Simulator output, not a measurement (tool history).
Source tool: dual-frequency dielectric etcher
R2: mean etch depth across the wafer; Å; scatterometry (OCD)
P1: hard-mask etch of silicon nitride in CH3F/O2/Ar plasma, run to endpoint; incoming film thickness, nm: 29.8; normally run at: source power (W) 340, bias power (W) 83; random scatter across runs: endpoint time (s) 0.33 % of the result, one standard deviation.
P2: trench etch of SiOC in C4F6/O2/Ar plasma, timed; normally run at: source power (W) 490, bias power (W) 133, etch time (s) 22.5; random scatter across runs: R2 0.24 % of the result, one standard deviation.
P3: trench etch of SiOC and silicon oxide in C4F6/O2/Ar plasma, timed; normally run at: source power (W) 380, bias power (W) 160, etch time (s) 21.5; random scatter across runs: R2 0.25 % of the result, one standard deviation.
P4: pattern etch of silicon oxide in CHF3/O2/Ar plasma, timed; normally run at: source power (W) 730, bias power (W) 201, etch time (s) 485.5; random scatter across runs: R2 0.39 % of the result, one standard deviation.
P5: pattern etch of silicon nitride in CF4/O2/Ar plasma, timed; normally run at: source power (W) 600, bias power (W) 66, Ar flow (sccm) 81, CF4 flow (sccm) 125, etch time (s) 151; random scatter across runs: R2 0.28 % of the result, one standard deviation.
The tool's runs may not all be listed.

Run 1, hour 8.2: process that ran P1, source power (W) 340, bias power (W) 83. Result: endpoint time (s) 42.826.
Run 2, hour 15: process that ran P3, source power (W) 380, bias power (W) 160, etch time (s) 21.5. Result: R2 413.63 Å.
Run 3, hour 22.8: process that ran P1, source power (W) 260, bias power (W) 62. Result: endpoint time (s) 52.535.
Run 4, hour 27.6: process that ran P3, source power (W) 260, bias power (W) 160, etch time (s) 21.5. Result: R2 356.24 Å.
Run 5, hour 32.3: process that ran P1, source power (W) 230, bias power (W) 83. Result: endpoint time (s) 49.658.
Run 6, hour 38.3: process that ran P3, source power (W) 380, bias power (W) 119, etch time (s) 21.5. Result: R2 377.91 Å.
Run 7, hour 46.5: process that ran P2, source power (W) 490, bias power (W) 133, etch time (s) 22.5. Result: R2 480.81 Å.
Run 8, hour 54.5: process that ran P5, source power (W) 600, bias power (W) 66, etch time (s) 151, Ar flow (sccm) 81, CF4 flow (sccm) 170. Result: R2 3990.1 Å.
Run 9, hour 59.8: process that ran P3, source power (W) 380, bias power (W) 160, etch time (s) 12. Result: R2 231.31 Å.
Run 10, hour 67.5: process that ran P2, source power (W) 490, bias power (W) 133, etch time (s) 22.5. Result: R2 482.07 Å.
Run 11, hour 72.8: process that ran P5, source power (W) 600, bias power (W) 66, etch time (s) 111, Ar flow (sccm) 81, CF4 flow (sccm) 125. Result: R2 2870.4 Å.
Run 12, hour 79.3: process that ran P1, source power (W) 420, bias power (W) 115. Result: endpoint time (s) 35.351.
Run 13, hour 83: process that ran P2, source power (W) 490, bias power (W) 133, etch time (s) 32. Result: R2 687.81 Å.
Run 14, hour 90.2: process that ran P2, source power (W) 350, bias power (W) 133, etch time (s) 22.5. Result: R2 421.57 Å.
Run 15, hour 94.9: process that ran P1, source power (W) 340, bias power (W) 83. Result: endpoint time (s) 42.963.
Run 16, hour 99.7: process that ran P5, source power (W) 600, bias power (W) 66, etch time (s) 151, Ar flow (sccm) 99, CF4 flow (sccm) 125. Result: R2 3811.3 Å.
Run 17, hour 107.3: process that ran P5, source power (W) 600, bias power (W) 66, etch time (s) 151, Ar flow (sccm) 81, CF4 flow (sccm) 125. Result: R2 3900.1 Å.
Run 18, hour 114.4: process that ran P1, source power (W) 340, bias power (W) 83. Result: endpoint time (s) 42.71.
Run 19, hour 120.9: process that ran P4, source power (W) 730, bias power (W) 201, etch time (s) 485.5. Result: R2 10455 Å.
Run 20, hour 125.2: process that ran P1, source power (W) 470, bias power (W) 96. Result: endpoint time (s) 35.85.
Run 21, hour 130.7: process that ran P1, source power (W) 340, bias power (W) 59. Result: endpoint time (s) 48.146.
Run 22, hour 137.3: process that ran P1, source power (W) 340, bias power (W) 109. Result: endpoint time (s) 38.63.
Run 23, hour 144.6: process that ran P1, source power (W) 340, bias power (W) 83. Result: endpoint time (s) 42.88.

What will run 24 give?
Run 24, hour 151.3: process that ran P2, source power (W) 490, bias power (W) 169, etch time (s) 22.5. Result: R2 ?.

{"run 24": {"R2": 518.24}}
